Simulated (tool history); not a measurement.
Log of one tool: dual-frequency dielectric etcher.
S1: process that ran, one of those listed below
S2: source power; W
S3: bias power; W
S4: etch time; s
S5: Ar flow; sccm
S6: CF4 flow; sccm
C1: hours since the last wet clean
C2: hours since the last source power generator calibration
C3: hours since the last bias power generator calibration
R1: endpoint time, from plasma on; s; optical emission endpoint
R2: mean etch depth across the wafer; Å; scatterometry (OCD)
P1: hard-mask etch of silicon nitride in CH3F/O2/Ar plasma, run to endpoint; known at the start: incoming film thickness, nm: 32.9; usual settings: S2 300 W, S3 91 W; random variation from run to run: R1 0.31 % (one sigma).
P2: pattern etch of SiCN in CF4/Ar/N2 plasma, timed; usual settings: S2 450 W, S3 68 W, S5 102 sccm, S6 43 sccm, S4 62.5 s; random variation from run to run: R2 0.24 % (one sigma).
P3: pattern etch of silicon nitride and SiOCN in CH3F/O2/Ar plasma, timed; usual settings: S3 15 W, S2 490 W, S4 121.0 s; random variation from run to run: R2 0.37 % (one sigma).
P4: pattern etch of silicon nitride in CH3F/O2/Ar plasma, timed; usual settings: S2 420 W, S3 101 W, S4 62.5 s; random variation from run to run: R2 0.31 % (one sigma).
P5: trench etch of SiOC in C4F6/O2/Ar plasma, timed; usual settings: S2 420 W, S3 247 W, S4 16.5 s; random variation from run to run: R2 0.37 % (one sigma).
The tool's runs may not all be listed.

run,hour,S1,S2,S3,S4,S5,S6,C1,C2,C3,R1,R2
1,10.5,P1,300,91,,,,413.4,1359.7,1140.4,48.869,
2,23.3,P1,200,75,,,,426.2,1372.5,1153.2,61.284,
3,36.8,P4,330,101,62.5,,,439.7,1386.0,1166.7,,444.90
4,46.1,P2,450,68,78.5,102,43,449.0,1395.3,1176.0,,604.54
5,55.9,P1,300,91,,,,458.8,1405.1,1185.8,49.118,
6,70.2,P2,450,68,62.5,102,43,473.1,1419.4,1200.1,,479.78
7,83.3,P5,420,334,16.5,,,486.2,1432.5,1213.2,,428.13
8,92.0,P2,450,50,62.5,102,43,494.9,1441.2,1221.9,,428.50
9,100.5,P1,300,129,,,,503.4,1449.7,1230.4,43.162,
10,107.3,P3,490,15,121.0,,,510.2,1456.5,1237.2,,149.21
# hour 109.0: wet clean of the chamber
11,121.1,P2,270,68,62.5,102,43,12.2,1470.3,1251.0,,308.02
12,129.3,P5,420,247,12.0,,,20.4,1478.5,1259.2,,280.25
13,138.3,P1,370,91,,,,29.4,1487.5,1268.2,45.233,
14,151.2,P1,390,76,,,,42.3,1500.4,1281.1,47.343,
15,165.5,P1,300,91,,,,56.6,1514.7,1295.4,49.176,
16,176.4,P1,300,57,,,,67.5,1525.6,1306.3,57.891,
17,189.2,P3,490,20,121.0,,,80.3,1538.4,1319.1,,170.14
18,200.1,P1,300,91,,,,91.2,1549.3,1330.0,49.244,
19,206.6,P4,420,101,62.5,,,97.7,1555.8,1336.5,,489.37
20,217.7,P2,450,68,62.5,102,60,108.8,1566.9,1347.6,,508.75
21,227.4,P2,450,68,62.5,79,43,118.5,1576.6,1357.3,,500.79
22,234.1,P5,420,247,16.5,,,125.2,1583.3,1364.0,,384.77
23,241.1,P3,400,15,121.0,,,132.2,1590.3,1371.0,,139.16
24,249.8,P1,200,91,,,,140.9,1599.0,1379.7,57.140,
25,264.5,P5,580,247,16.5,,,155.6,1613.7,1394.4,,437.06
26,274.2,P3,490,15,165.0,,,165.3,1623.4,1404.1,,205.74
27,283.3,P4,420,142,62.5,,,174.4,1632.5,1413.2,,556.85
28,292.7,P4,420,101,36.0,,,183.8,1641.9,1422.6,,282.40
29,301.5,P1,300,91,,,,192.6,1650.7,1431.4,49.173,
30,310.5,P1,300,91,,,,201.6,1659.7,1440.4,49.566,
31,321.2,P1,300,91,,,,212.3,1670.4,1451.1,49.522,
# hour 327.4: wet clean of the chamber
32,331.6,P1,300,91,,,,4.3,1680.8,1461.5,49.872,
33,338.3,P1,300,91,,,,11.0,1687.5,1468.2,49.392,
34,349.3,P1,300,91,,,,22.0,1698.5,1479.2,49.667,
35,356.6,P1,300,91,,,,29.3,1705.8,1486.5,49.896,
36,365.1,P1,300,91,,,,37.8,1714.3,1495.0,49.781,

What P1 gives has crept away from where it was. These 2 causes fit the log equally well, each at the size given:
A: source power that arrives under what is set, % = 4.1
B: bias power that arrives under what is set, % = 4.17
The creep began at about hour 301.5.
Why every other cause is out:
chamber walls in a state that lowers the etch rate, %: serviced at hour 327.4, which brought nothing back

4 check runs are offered, one wafer each, their results left as question marks. Which one tells the causes apart?
check 1,373.6,P4,420,136,62.5,,,,,,,?
check 2,373.6,P2,450,68,76.5,102,54,,,,,?
check 3,373.6,P5,420,325,16.5,,,,,,,?
check 4,373.6,P3,490,19,160.5,,,,,,,?

What each check would give under each cause:
check,result,if A,if B
check 1,R2,538.32,537.76
check 2,R2,589.17,601.92
check 3,R2,416.02,416.34
check 4,R2,215.59,214.91
How far apart the two closest causes lie, in the result that separates them most: check 1 0.1 %; check 2 2.14 %; check 3 0.08 %; check 4 0.31 %
Check 2 tells the causes apart: in the others they would give nearly the same result.

Then check 2 was run and gave: R2 588.80 Å. Which cause is it?

It is A: source power that arrives under what is set, %.
